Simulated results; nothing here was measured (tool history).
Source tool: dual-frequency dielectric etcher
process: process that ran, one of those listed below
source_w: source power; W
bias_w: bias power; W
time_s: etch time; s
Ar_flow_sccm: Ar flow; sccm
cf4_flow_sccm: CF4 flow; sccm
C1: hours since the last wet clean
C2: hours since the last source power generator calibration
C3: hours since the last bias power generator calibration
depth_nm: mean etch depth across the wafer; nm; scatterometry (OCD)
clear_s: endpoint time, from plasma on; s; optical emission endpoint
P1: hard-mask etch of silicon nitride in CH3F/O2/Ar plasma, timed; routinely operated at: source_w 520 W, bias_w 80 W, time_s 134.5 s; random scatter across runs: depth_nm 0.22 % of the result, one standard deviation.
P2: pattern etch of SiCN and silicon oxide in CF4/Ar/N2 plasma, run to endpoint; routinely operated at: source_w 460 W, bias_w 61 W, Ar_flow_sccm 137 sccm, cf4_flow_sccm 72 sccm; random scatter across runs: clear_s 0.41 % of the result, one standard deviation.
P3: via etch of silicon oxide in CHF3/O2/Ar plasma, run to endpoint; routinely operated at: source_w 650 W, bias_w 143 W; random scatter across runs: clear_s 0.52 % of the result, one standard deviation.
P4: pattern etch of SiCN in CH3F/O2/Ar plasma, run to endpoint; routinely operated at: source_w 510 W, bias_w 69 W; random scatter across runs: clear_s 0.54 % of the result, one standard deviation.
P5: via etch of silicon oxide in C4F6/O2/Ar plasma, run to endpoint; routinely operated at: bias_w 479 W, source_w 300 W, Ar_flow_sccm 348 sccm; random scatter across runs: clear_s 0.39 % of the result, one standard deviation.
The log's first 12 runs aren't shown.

Run 13, day 6.458: process P1, source_w 520 W, bias_w 80 W, time_s 134.5 s; C1 54; C2 584.9; C3 976.1. Result: depth_nm 108.52 nm.
Run 14, day 7.004: process P3, source_w 650 W, bias_w 143 W; C1 67.1; C2 598; C3 989.2. Result: clear_s 227.15 s.
Run 15, day 7.525: process P2, source_w 460 W, bias_w 75 W, Ar_flow_sccm 137 sccm, cf4_flow_sccm 72 sccm; C1 79.6; C2 610.5; C3 1001.7. Result: clear_s 17.413 s.
Run 16, day 8.062: process P2, source_w 460 W, bias_w 61 W, Ar_flow_sccm 137 sccm, cf4_flow_sccm 72 sccm; C1 92.5; C2 623.4; C3 1014.6. Result: clear_s 18.537 s.
Run 17, day 8.471: process P1, source_w 520 W, bias_w 80 W, time_s 79.5 s; C1 102.3; C2 633.2; C3 1024.4. Result: depth_nm 63.847 nm.
Run 18, day 8.792: process P4, source_w 510 W, bias_w 69 W; C1 110; C2 640.9; C3 1032.1. Result: clear_s 18.459 s.
Run 19, day 9.488: process P5, source_w 390 W, bias_w 479 W, Ar_flow_sccm 348 sccm; C1 126.7; C2 657.6; C3 1048.8. Result: clear_s 41.631 s.
Run 20, day 10.121: process P1, source_w 520 W, bias_w 80 W, time_s 134.5 s; C1 141.9; C2 672.8; C3 1064. Result: depth_nm 108.15 nm.
Run 21, day 10.821: process P1, source_w 520 W, bias_w 80 W, time_s 134.5 s; C1 158.7; C2 689.6; C3 1080.8. Result: depth_nm 108.14 nm.
Run 22, day 11.412: process P5, source_w 300 W, bias_w 479 W, Ar_flow_sccm 348 sccm; C1 172.9; C2 703.8; C3 1095. Result: clear_s 46.383 s.
At day 11.842: bias power generator calibrated.
Run 23, day 12.121: process P1, source_w 520 W, bias_w 80 W, time_s 134.5 s; C1 189.9; C2 720.8; C3 6.8. Result: depth_nm 108.8 nm.
Run 24, day 12.758: process P1, source_w 610 W, bias_w 80 W, time_s 76 s; C1 205.2; C2 736.1; C3 22.1. Result: depth_nm 65.116 nm.
Run 25, day 13.396: process P1, source_w 520 W, bias_w 108 W, time_s 91 s; C1 220.5; C2 751.4; C3 37.4. Result: depth_nm 81.64 nm.
Run 26, day 14.042: process P1, source_w 520 W, bias_w 96 W, time_s 134.5 s; C1 236; C2 766.9; C3 52.9. Result: depth_nm 115.27 nm.
Run 27, day 14.675: process P5, source_w 300 W, bias_w 479 W, Ar_flow_sccm 490 sccm; C1 251.2; C2 782.1; C3 68.1. Result: clear_s 47.954 s.

Run 28, settings as shown, results not yet in. Your forecast:
Run 28, day 15.404: process P2, source_w 460 W, bias_w 61 W, Ar_flow_sccm 137 sccm, cf4_flow_sccm 97 sccm; C1 268.7; C2 799.6; C3 85.6. Result: clear_s ?.

clear_s: 17.719 s
